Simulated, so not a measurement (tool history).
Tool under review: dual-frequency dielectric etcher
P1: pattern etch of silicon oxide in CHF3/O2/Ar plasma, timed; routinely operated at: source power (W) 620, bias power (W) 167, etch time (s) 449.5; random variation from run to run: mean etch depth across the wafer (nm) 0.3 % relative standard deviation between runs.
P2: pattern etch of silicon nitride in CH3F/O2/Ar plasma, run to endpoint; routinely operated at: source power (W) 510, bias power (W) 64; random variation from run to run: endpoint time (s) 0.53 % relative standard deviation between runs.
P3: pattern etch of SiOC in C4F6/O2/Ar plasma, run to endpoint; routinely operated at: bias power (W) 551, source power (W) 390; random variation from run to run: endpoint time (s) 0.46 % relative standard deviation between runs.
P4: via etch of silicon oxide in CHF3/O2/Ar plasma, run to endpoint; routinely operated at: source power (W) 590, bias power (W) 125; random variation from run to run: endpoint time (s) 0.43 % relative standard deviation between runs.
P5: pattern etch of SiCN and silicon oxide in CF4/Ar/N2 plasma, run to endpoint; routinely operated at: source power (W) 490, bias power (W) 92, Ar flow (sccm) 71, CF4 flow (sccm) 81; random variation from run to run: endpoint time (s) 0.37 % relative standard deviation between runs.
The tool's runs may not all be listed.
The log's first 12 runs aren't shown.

run	hour	process that ran	source power (W)	bias power (W)	etch time (s)	Ar flow (sccm)	CF4 flow (sccm)	hours since the last wet clean	hours since the last source power generator calibration	hours since the last bias power generator calibration	mean etch depth across the wafer (nm)	endpoint time (s)
13	171.3	P2	510	64				282.9	734.8	1216.4		46.265
14	179.8	P4	590	125				291.4	743.3	1224.9		335.84
15	191.5	P1	500	167	449.5			303.1	755	1236.6	790.17	
16	207.6	P1	620	167	449.5			319.2	771.1	1252.7	859.65	
17	223.1	P5	490	92		71	81	334.7	786.6	1268.2		13.241
18	232.9	P3	390	551				344.5	796.4	1278		16.216
19	241	P4	340	125				352.6	804.5	1286.1		415.28
20	255	P4	590	84				366.6	818.5	1300.1		376.66
21	264.3	P1	510	167	320.5			375.9	827.8	1309.4	565.65	
22	280.1	P1	620	167	449.5			391.7	843.6	1325.2	856.11	
23	287.8	P5	490	92		93	81	399.4	851.3	1332.9		13.768
24	299	P5	490	73		71	81	410.6	862.5	1344.1		14.277
25	308.9	P3	390	423				420.5	872.4	1354		18.062
26	320.6	P4	590	125				432.2	884.1	1365.7		332.95
27	333.4	P1	620	199	449.5			445	896.9	1378.5	910.03	

Expected results for the next run?
28	347	P1	620	167	247			458.6	910.5	1392.1	?	

mean etch depth across the wafer (nm): 470.87

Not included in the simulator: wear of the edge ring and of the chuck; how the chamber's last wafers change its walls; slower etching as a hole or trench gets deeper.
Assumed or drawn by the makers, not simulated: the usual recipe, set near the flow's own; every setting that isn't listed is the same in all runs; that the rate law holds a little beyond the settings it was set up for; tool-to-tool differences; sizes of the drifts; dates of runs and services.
